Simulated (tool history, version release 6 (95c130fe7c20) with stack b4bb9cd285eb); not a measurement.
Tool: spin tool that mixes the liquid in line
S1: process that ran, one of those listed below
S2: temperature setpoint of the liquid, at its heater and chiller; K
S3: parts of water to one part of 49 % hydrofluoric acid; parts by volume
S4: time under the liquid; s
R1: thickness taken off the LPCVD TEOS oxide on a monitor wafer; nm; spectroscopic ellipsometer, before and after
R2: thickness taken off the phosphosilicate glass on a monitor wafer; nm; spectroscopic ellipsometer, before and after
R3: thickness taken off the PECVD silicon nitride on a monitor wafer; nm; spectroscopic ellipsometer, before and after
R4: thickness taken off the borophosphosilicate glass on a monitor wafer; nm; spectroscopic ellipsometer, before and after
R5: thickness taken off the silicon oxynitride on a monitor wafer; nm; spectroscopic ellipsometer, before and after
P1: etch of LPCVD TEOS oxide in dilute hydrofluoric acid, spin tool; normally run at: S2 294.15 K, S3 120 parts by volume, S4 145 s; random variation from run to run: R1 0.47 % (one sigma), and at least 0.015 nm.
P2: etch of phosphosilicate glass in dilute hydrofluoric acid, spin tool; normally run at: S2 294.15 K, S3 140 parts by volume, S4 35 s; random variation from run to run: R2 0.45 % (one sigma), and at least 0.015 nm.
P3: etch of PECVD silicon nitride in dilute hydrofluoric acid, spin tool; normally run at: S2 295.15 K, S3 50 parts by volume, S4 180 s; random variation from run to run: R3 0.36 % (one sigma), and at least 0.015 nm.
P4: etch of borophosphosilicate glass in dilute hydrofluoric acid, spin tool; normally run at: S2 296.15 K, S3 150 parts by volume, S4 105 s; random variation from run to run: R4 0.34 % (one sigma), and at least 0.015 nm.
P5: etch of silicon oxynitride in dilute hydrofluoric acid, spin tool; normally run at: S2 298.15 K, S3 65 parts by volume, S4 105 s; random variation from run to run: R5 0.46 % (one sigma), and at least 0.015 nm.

run,hour,S1,S2,S3,S4,R1,R2,R3,R4,R5
1,5.5,P1,294.15,120,145,23.6220,,,,
2,9.2,P1,294.15,200,275,24.6190,,,,
3,13.8,P2,294.15,140,65,,24.203,,,
4,21.2,P1,294.15,120,145,23.5230,,,,
5,26.7,P3,295.15,50,180,,,11.9700,,
6,31.5,P2,294.15,140,35,,12.934,,,
7,37.5,P4,304.65,150,105,,,,42.818,
8,44.9,P3,295.15,50,50,,,3.3243,,
9,52.8,P2,290.15,140,35,,11.137,,,
10,57.5,P3,303.15,50,180,,,20.4510,,
11,64.6,P4,296.15,40,105,,,,134.600,
12,70.1,P5,298.15,110,105,,,,,2.7013
13,77.3,P1,290.15,185,145,12.2020,,,,
14,85.1,P1,294.15,30,145,104.3500,,,,
15,90.2,P3,295.15,50,180,,,11.9640,,
16,94.4,P1,294.15,120,210,33.8600,,,,
17,101.0,P1,290.15,120,145,19.9560,,,,
18,106.1,P1,294.15,120,15,2.3897,,,,
19,111.6,P5,305.65,65,105,,,,,6.7362
20,116.9,P1,294.15,120,145,23.4410,,,,
21,122.6,P4,296.15,150,105,,,,31.204,
22,127.7,P5,298.15,65,105,,,,,4.7532
23,135.4,P2,294.15,140,35,,12.960,,,
24,139.6,P4,296.15,150,105,,,,31.264,
25,147.5,P4,296.15,150,200,,,,59.513,
26,153.9,P2,294.15,80,35,,24.495,,,
27,161.3,P5,298.15,65,15,,,,,0.6969
28,164.9,P1,294.15,170,145,15.7110,,,,
29,168.5,P1,294.15,120,145,23.5290,,,,
30,174.7,P3,295.15,25,180,,,23.4350,,
31,182.5,P1,298.15,120,145,27.6660,,,,
32,188.7,P1,294.15,120,145,23.4920,,,,
33,193.6,P1,294.15,120,145,22.7900,,,,
34,199.7,P1,294.15,120,145,21.9940,,,,
35,207.5,P1,294.15,120,145,21.6670,,,,
36,213.7,P1,294.15,120,145,21.5170,,,,
37,220.1,P1,294.15,120,145,21.3910,,,,
38,224.2,P1,294.15,120,145,21.3570,,,,

What P1 gives has crept away from where it was. These 2 causes fit the log equally well, each at the size given:
A: hydrofluoric acid flow below the setpoint (%) = 8.12
B: liquid colder than its thermometer reads (K) = 2.38
The creep began at about hour 188.7.

4 check runs are offered, one wafer each, their results left as question marks. Which one tells the causes apart?
check 1,228.3,P3,301.15,50,90,,,?,,
check 2,228.3,P2,294.15,140,60,,?,,,
check 3,228.3,P5,298.15,100,60,,,,,?
check 4,228.3,P4,299.15,90,105,,,,?,

What each check would give under each cause:
check,result,if A,if B
check 1,R3,8.2905,7.7021
check 2,R2,20.232,20.281
check 3,R5,1.5684,1.5368
check 4,R4,57.320,57.358
How far apart the two closest causes lie, in the result that separates them most: check 1 7.36 %; check 2 0.24 %; check 3 2.03 %; check 4 0.07 %
Only check 1 tells the causes apart: in the others they would give nearly the same result.

Then check 1 was run and gave: R3 8.3099 nm. Which cause is it?

It is A: hydrofluoric acid flow below the setpoint (%).

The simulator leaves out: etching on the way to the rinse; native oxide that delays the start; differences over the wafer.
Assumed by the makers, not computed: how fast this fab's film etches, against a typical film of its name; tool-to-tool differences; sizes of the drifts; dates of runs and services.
